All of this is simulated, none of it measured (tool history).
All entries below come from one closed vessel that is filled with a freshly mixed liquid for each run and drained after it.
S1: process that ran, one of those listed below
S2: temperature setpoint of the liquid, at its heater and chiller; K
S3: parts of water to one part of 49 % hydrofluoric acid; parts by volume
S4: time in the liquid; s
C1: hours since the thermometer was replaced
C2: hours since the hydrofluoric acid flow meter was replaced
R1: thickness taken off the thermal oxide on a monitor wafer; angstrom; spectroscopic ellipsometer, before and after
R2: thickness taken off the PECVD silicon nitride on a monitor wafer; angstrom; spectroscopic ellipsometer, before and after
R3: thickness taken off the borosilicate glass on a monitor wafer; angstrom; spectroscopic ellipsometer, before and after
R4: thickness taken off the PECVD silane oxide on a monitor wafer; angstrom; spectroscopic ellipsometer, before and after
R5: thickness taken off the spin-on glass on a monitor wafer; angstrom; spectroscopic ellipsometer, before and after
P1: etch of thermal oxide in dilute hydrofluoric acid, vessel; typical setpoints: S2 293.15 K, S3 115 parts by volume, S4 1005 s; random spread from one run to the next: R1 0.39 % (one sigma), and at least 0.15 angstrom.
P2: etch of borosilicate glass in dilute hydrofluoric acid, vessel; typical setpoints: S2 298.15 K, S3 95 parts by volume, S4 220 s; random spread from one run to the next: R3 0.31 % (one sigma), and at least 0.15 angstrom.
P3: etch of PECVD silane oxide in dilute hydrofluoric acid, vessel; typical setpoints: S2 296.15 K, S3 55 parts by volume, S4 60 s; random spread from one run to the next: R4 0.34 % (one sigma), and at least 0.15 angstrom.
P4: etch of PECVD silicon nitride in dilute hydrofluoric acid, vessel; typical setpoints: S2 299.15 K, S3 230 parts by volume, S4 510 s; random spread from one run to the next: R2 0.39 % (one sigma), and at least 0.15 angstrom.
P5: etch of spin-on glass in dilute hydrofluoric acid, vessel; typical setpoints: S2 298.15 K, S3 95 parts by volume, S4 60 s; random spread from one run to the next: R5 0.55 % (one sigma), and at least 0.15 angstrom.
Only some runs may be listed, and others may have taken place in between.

run,day,S1,S2,S3,S4,C1,C2,R1,R2,R3,R4,R5
1,0.246,P1,293.15,115,1005,272.5,800.8,343.490,,,,
2,0.462,P1,293.15,180,1005,277.7,806.0,207.170,,,,
3,0.638,P4,299.15,230,510,281.9,810.2,,84.828,,,
4,0.858,P1,297.65,115,1005,287.2,815.5,414.660,,,,
5,1.117,P2,298.15,165,220,293.4,821.7,,,281.80,,
6,1.246,P3,290.15,55,60,296.5,824.8,,,,127.570,
7,1.371,P1,293.15,115,1005,299.5,827.8,346.650,,,,
8,1.538,P2,298.15,95,425,303.5,831.8,,,1031.70,,
9,1.704,P4,292.65,230,510,307.5,835.8,,55.941,,,
10,1.938,P5,293.15,95,60,313.1,841.4,,,,,173.32
11,2.100,P1,293.15,115,1005,317.0,845.3,345.500,,,,
12,2.329,P1,293.15,115,1005,322.5,850.8,345.150,,,,
13,2.475,P1,290.15,115,1005,326.0,854.3,307.340,,,,
14,2.654,P3,296.15,55,60,330.3,858.6,,,,162.980,
15,2.796,P4,299.15,230,790,333.7,862.0,,130.260,,,
16,3.067,P5,298.15,95,95,340.2,868.5,,,,,336.44
17,3.196,P4,299.15,230,510,343.3,871.6,,84.172,,,
18,3.325,P1,290.15,115,405,346.4,874.7,123.810,,,,
19,3.575,P4,299.15,55,510,352.4,880.7,,350.690,,,
# day 3.725: thermometer replaced
20,3.762,P2,298.15,95,220,0.9,885.2,,,531.01,,
21,3.921,P1,293.15,115,1005,4.7,889.0,345.010,,,,
22,4.129,P1,293.15,115,1005,9.7,894.0,346.750,,,,
23,4.300,P1,301.15,25,1005,13.8,898.1,2458.500,,,,
24,4.504,P3,296.15,20,60,18.7,903.0,,,,470.920,
25,4.696,P5,298.15,160,60,23.3,907.6,,,,,115.09
26,4.846,P1,293.15,115,160,26.9,911.2,55.185,,,,
27,5.033,P3,296.15,55,30,31.4,915.7,,,,82.079,
28,5.212,P1,293.15,115,1535,35.7,920.0,530.580,,,,
29,5.475,P2,303.15,95,220,42.0,926.3,,,647.14,,
30,5.708,P1,293.15,25,1005,47.6,931.9,1773.100,,,,
31,5.896,P1,293.15,115,1005,52.1,936.4,345.250,,,,
32,6.079,P5,298.15,95,60,56.5,940.8,,,,,212.62
33,6.279,P2,298.15,95,220,61.3,945.6,,,536.12,,
34,6.525,P1,293.15,115,1005,67.2,951.5,344.530,,,,
35,6.704,P1,293.15,115,1005,71.5,955.8,335.380,,,,
36,6.975,P1,293.15,115,1005,78.0,962.3,328.280,,,,
37,7.208,P1,293.15,115,1005,83.6,967.9,321.090,,,,
38,7.325,P1,293.15,115,1005,86.4,970.7,321.420,,,,
39,7.508,P1,293.15,115,1005,90.8,975.1,317.860,,,,
40,7.742,P1,293.15,115,1005,96.4,980.7,317.640,,,,
41,7.988,P1,293.15,115,1005,102.3,986.6,316.890,,,,
42,8.138,P1,293.15,115,1005,105.9,990.2,314.580,,,,

The output of P1 has drifted from where it used to be. Each of the 2 causes below, taken at the size shown beside it, accounts for the log equally well:
A: hydrofluoric acid flow below the setpoint (%) = 7.59
B: liquid colder than its thermometer reads (K) = 2.18
The gradual shift began around day 6.525.

Each of the 4 check runs below uses one wafer; its results are left as question marks. Which run tells the causes apart?
check 1,8.288,P2,298.15,95,220,,,,,?,,
check 2,8.288,P4,299.15,230,510,,,,?,,,
check 3,8.288,P3,296.15,55,60,,,,,,?,
check 4,8.288,P5,298.15,95,60,,,,,,,?

What each check would give under each cause:
check,result,if A,if B
check 1,R3,487.91,488.88
check 2,R2,77.912,73.661
check 3,R4,150.930,150.010
check 4,R5,194.84,195.23
Per check, the gap between the least separated pair of causes, taken in the result that splits them most: check 1 0.2 %; check 2 5.61 %; check 3 0.61 %; check 4 0.2 %
Check 2 distinguishes between the causes, while the remaining checks would return nearly the same result for all of them.

Check 2 has now been run. It gave: R2 78.008 angstrom. Which of the candidate causes is it?

Of the candidate causes, it is A: hydrofluoric acid flow below the setpoint (%).
